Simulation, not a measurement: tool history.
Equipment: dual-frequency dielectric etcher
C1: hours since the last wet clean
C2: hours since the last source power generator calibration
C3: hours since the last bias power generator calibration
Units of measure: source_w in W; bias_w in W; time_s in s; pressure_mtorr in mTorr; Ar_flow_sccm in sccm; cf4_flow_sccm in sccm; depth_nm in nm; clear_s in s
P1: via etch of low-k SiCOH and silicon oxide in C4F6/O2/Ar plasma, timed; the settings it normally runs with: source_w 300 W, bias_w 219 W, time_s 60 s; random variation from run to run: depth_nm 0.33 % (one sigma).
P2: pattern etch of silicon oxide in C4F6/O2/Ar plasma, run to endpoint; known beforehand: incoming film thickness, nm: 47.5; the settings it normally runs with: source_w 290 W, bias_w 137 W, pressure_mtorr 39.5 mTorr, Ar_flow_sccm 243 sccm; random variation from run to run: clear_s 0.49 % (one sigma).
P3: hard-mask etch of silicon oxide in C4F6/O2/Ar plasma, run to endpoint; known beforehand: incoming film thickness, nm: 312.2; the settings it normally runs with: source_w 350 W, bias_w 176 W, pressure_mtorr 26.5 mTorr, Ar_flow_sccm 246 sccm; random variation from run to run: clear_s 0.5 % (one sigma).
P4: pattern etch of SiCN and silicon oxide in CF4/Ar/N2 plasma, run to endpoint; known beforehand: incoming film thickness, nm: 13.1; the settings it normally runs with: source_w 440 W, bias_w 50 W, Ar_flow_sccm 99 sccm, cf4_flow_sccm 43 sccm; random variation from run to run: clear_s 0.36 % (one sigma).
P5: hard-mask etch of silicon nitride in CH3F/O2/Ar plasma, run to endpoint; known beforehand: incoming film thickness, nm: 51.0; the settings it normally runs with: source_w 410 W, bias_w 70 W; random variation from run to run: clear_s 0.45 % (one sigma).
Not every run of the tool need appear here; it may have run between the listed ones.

{"run": 1, "day": 0.5, "process": "P1", "source_w": 300, "bias_w": 219, "time_s": 60, "C1": 491, "C2": 1510.6, "C3": 451.2, "depth_nm": 151.96}
{"run": 2, "day": 0.954, "process": "P1", "source_w": 300, "bias_w": 300, "time_s": 34.5, "C1": 501.9, "C2": 1521.5, "C3": 462.1, "depth_nm": 97.107}
{"run": 3, "day": 1.275, "process": "P1", "source_w": 300, "bias_w": 219, "time_s": 60, "C1": 509.6, "C2": 1529.2, "C3": 469.8, "depth_nm": 152.05}
{"run": 4, "day": 1.762, "process": "P5", "source_w": 330, "bias_w": 70, "C1": 521.3, "C2": 1540.9, "C3": 481.5, "clear_s": 80.258}
{"run": 5, "day": 2.329, "process": "P2", "source_w": 290, "bias_w": 102, "pressure_mtorr": 39.5, "Ar_flow_sccm": 243, "C1": 534.9, "C2": 1554.5, "C3": 495.1, "clear_s": 20.839}
{"run": 6, "day": 2.625, "process": "P4", "source_w": 340, "bias_w": 50, "Ar_flow_sccm": 99, "cf4_flow_sccm": 43, "C1": 542, "C2": 1561.6, "C3": 502.2, "clear_s": 23.891}
{"run": 7, "day": 3.25, "process": "P4", "source_w": 440, "bias_w": 39, "Ar_flow_sccm": 99, "cf4_flow_sccm": 43, "C1": 557, "C2": 1576.6, "C3": 517.2, "clear_s": 20.697}
{"run": 8, "day": 3.862, "process": "P2", "source_w": 290, "bias_w": 137, "pressure_mtorr": 39.5, "Ar_flow_sccm": 243, "C1": 571.7, "C2": 1591.3, "C3": 531.9, "clear_s": 19.027}
{"run": 9, "day": 4.308, "process": "P1", "source_w": 300, "bias_w": 139, "time_s": 60, "C1": 582.4, "C2": 1602, "C3": 542.6, "depth_nm": 131.32}
{"run": 10, "day": 4.925, "process": "P4", "source_w": 440, "bias_w": 50, "Ar_flow_sccm": 99, "cf4_flow_sccm": 43, "C1": 597.2, "C2": 1616.8, "C3": 557.4, "clear_s": 18.943}
{"run": 11, "day": 5.433, "process": "P2", "source_w": 290, "bias_w": 137, "pressure_mtorr": 56, "Ar_flow_sccm": 243, "C1": 609.4, "C2": 1629, "C3": 569.6, "clear_s": 19.874}
{"day": 5.45, "done": "source power generator calibrated"}
{"run": 12, "day": 6.058, "process": "P3", "source_w": 350, "bias_w": 176, "pressure_mtorr": 26.5, "Ar_flow_sccm": 246, "C1": 624.4, "C2": 14.7, "C3": 584.6, "clear_s": 103.49}
{"run": 13, "day": 6.65, "process": "P5", "source_w": 410, "bias_w": 70, "C1": 638.6, "C2": 28.9, "C3": 598.8, "clear_s": 73.424}
{"run": 14, "day": 7.275, "process": "P1", "source_w": 300, "bias_w": 219, "time_s": 78, "C1": 653.6, "C2": 43.9, "C3": 613.8, "depth_nm": 196.82}
{"run": 15, "day": 7.7, "process": "P4", "source_w": 440, "bias_w": 50, "Ar_flow_sccm": 99, "cf4_flow_sccm": 55, "C1": 663.8, "C2": 54.1, "C3": 624, "clear_s": 18.16}
{"run": 16, "day": 8.096, "process": "P3", "source_w": 350, "bias_w": 125, "pressure_mtorr": 26.5, "Ar_flow_sccm": 246, "C1": 673.3, "C2": 63.6, "C3": 633.5, "clear_s": 115.7}
{"run": 17, "day": 8.4, "process": "P3", "source_w": 350, "bias_w": 176, "pressure_mtorr": 26.5, "Ar_flow_sccm": 333, "C1": 680.6, "C2": 70.9, "C3": 640.8, "clear_s": 107.43}
{"run": 18, "day": 8.696, "process": "P1", "source_w": 300, "bias_w": 219, "time_s": 60, "C1": 687.7, "C2": 78, "C3": 647.9, "depth_nm": 152.36}
{"run": 19, "day": 9.008, "process": "P1", "source_w": 300, "bias_w": 219, "time_s": 60, "C1": 695.2, "C2": 85.5, "C3": 655.4, "depth_nm": 151.51}
{"run": 20, "day": 9.583, "process": "P1", "source_w": 300, "bias_w": 219, "time_s": 60, "C1": 709, "C2": 99.3, "C3": 669.2, "depth_nm": 151.33}
{"run": 21, "day": 9.938, "process": "P3", "source_w": 350, "bias_w": 176, "pressure_mtorr": 32, "Ar_flow_sccm": 246, "C1": 717.5, "C2": 107.8, "C3": 677.7, "clear_s": 106.59}
{"run": 22, "day": 10.554, "process": "P1", "source_w": 300, "bias_w": 283, "time_s": 60, "C1": 732.3, "C2": 122.6, "C3": 692.5, "depth_nm": 164.87}
{"run": 23, "day": 10.971, "process": "P5", "source_w": 410, "bias_w": 70, "C1": 742.3, "C2": 132.6, "C3": 702.5, "clear_s": 74.098}
{"run": 24, "day": 11.246, "process": "P5", "source_w": 410, "bias_w": 51, "C1": 748.9, "C2": 139.2, "C3": 709.1, "clear_s": 82.063}
{"run": 25, "day": 11.662, "process": "P1", "source_w": 300, "bias_w": 219, "time_s": 33, "C1": 758.9, "C2": 149.2, "C3": 719.1, "depth_nm": 83.349}
{"run": 26, "day": 12.283, "process": "P1", "source_w": 200, "bias_w": 219, "time_s": 60, "C1": 773.8, "C2": 164.1, "C3": 734, "depth_nm": 130.25}
{"run": 27, "day": 12.771, "process": "P4", "source_w": 440, "bias_w": 50, "Ar_flow_sccm": 131, "cf4_flow_sccm": 43, "C1": 785.5, "C2": 175.8, "C3": 745.7, "clear_s": 20.118}
{"run": 28, "day": 13.05, "process": "P3", "source_w": 460, "bias_w": 176, "pressure_mtorr": 26.5, "Ar_flow_sccm": 246, "C1": 792.2, "C2": 182.5, "C3": 752.4, "clear_s": 93.198}
{"run": 29, "day": 13.529, "process": "P2", "source_w": 290, "bias_w": 137, "pressure_mtorr": 39.5, "Ar_flow_sccm": 295, "C1": 803.7, "C2": 194, "C3": 763.9, "clear_s": 19.514}
{"run": 30, "day": 14.038, "process": "P1", "source_w": 300, "bias_w": 219, "time_s": 60, "C1": 815.9, "C2": 206.2, "C3": 776.1, "depth_nm": 151.32}
{"run": 31, "day": 14.633, "process": "P3", "source_w": 350, "bias_w": 176, "pressure_mtorr": 26.5, "Ar_flow_sccm": 246, "C1": 830.2, "C2": 220.5, "C3": 790.4, "clear_s": 104.11}
{"run": 32, "day": 14.975, "process": "P1", "source_w": 240, "bias_w": 176, "time_s": 60, "C1": 838.4, "C2": 228.7, "C3": 798.6, "depth_nm": 129.78}
{"run": 33, "day": 15.288, "process": "P2", "source_w": 350, "bias_w": 137, "pressure_mtorr": 39.5, "Ar_flow_sccm": 243, "C1": 845.9, "C2": 236.2, "C3": 806.1, "clear_s": 17.669}
{"run": 34, "day": 15.792, "process": "P1", "source_w": 300, "bias_w": 219, "time_s": 60, "C1": 858, "C2": 248.3, "C3": 818.2, "depth_nm": 151.75}
{"run": 35, "day": 16.138, "process": "P1", "source_w": 410, "bias_w": 219, "time_s": 60, "C1": 866.3, "C2": 256.6, "C3": 826.5, "depth_nm": 170.39}
{"run": 36, "day": 16.717, "process": "P1", "source_w": 300, "bias_w": 219, "time_s": 60, "C1": 880.2, "C2": 270.5, "C3": 840.4, "depth_nm": 150.83}
{"run": 37, "day": 16.996, "process": "P1", "source_w": 300, "bias_w": 219, "time_s": 60, "C1": 886.9, "C2": 277.2, "C3": 847.1, "depth_nm": 151.3}
{"run": 38, "day": 17.538, "process": "P1", "source_w": 300, "bias_w": 219, "time_s": 60, "C1": 899.9, "C2": 290.2, "C3": 860.1, "depth_nm": 150.55}
{"run": 39, "day": 17.925, "process": "P1", "source_w": 300, "bias_w": 219, "time_s": 60, "C1": 909.2, "C2": 299.5, "C3": 869.4, "depth_nm": 150.49}
{"run": 40, "day": 18.396, "process": "P1", "source_w": 300, "bias_w": 219, "time_s": 60, "C1": 920.5, "C2": 310.8, "C3": 880.7, "depth_nm": 149.75}
{"run": 41, "day": 18.742, "process": "P1", "source_w": 300, "bias_w": 219, "time_s": 60, "C1": 928.8, "C2": 319.1, "C3": 889, "depth_nm": 149.48}
{"run": 42, "day": 19.3, "process": "P1", "source_w": 300, "bias_w": 219, "time_s": 60, "C1": 942.2, "C2": 332.5, "C3": 902.4, "depth_nm": 149.49}
{"run": 43, "day": 19.925, "process": "P1", "source_w": 300, "bias_w": 219, "time_s": 60, "C1": 957.2, "C2": 347.5, "C3": 917.4, "depth_nm": 148.84}
{"day": 20.162, "done": "wet clean of the chamber"}
{"run": 44, "day": 20.362, "process": "P1", "source_w": 300, "bias_w": 219, "time_s": 60, "C1": 4.8, "C2": 358, "C3": 927.9, "depth_nm": 149.72}
{"run": 45, "day": 20.838, "process": "P1", "source_w": 300, "bias_w": 219, "time_s": 60, "C1": 16.2, "C2": 369.4, "C3": 939.3, "depth_nm": 148.9}
{"run": 46, "day": 21.262, "process": "P1", "source_w": 300, "bias_w": 219, "time_s": 60, "C1": 26.4, "C2": 379.6, "C3": 949.5, "depth_nm": 149.16}
{"run": 47, "day": 21.546, "process": "P1", "source_w": 300, "bias_w": 219, "time_s": 60, "C1": 33.2, "C2": 386.4, "C3": 956.3, "depth_nm": 149.56}

The log shows P1 creeping away from where it was. Any of the 2 causes listed here, at the size stated for it, fits the log just as well as the others:
A: source power that arrives under what is set, % = 4.19
B: bias power that arrives under what is set, % = 4.79
The onset of the drift is placed at about day 16.717.
Ruled out, with reasons:
chamber walls in a state that lowers the etch rate, %: serviced at day 20.162, which brought nothing back

Each of the check runs listed below is run on 2 wafers and reports their average, with the results left as question marks. Pick the one under which the possible causes would lead to clearly different results.
{"run": "check 1", "day": 21.829, "process": "P2", "source_w": 290, "bias_w": 137, "pressure_mtorr": 39.5, "Ar_flow_sccm": 243, "clear_s": "?"}
{"run": "check 2", "day": 21.829, "process": "P5", "source_w": 410, "bias_w": 70, "clear_s": "?"}
{"run": "check 3", "day": 21.829, "process": "P4", "source_w": 440, "bias_w": 50, "Ar_flow_sccm": 99, "cf4_flow_sccm": 43, "clear_s": "?"}
{"run": "check 4", "day": 21.829, "process": "P3", "source_w": 350, "bias_w": 176, "pressure_mtorr": 26.5, "Ar_flow_sccm": 246, "clear_s": "?"}

Check results expected under each cause:
check=check_1 result=clear_s if_A=19.352 if_B=19.314
check=check_2 result=clear_s if_A=75.162 if_B=75.186
check=check_3 result=clear_s if_A=19.765 if_B=19.349
check=check_4 result=clear_s if_A=105.5 if_B=105.38
Gap, in per cent, between the two causes that each check separates least, read from the result that separates them most: check 1 0.2 %; check 2 0.03 %; check 3 2.13 %; check 4 0.11 %
Check 3 is the one run that separates the causes; every other check would come out nearly the same whichever cause is at work.

Check 3 was carried out, with these results: clear_s 19.775 s. Which of the listed causes is responsible?

It was cause A: source power that arrives under what is set, %.

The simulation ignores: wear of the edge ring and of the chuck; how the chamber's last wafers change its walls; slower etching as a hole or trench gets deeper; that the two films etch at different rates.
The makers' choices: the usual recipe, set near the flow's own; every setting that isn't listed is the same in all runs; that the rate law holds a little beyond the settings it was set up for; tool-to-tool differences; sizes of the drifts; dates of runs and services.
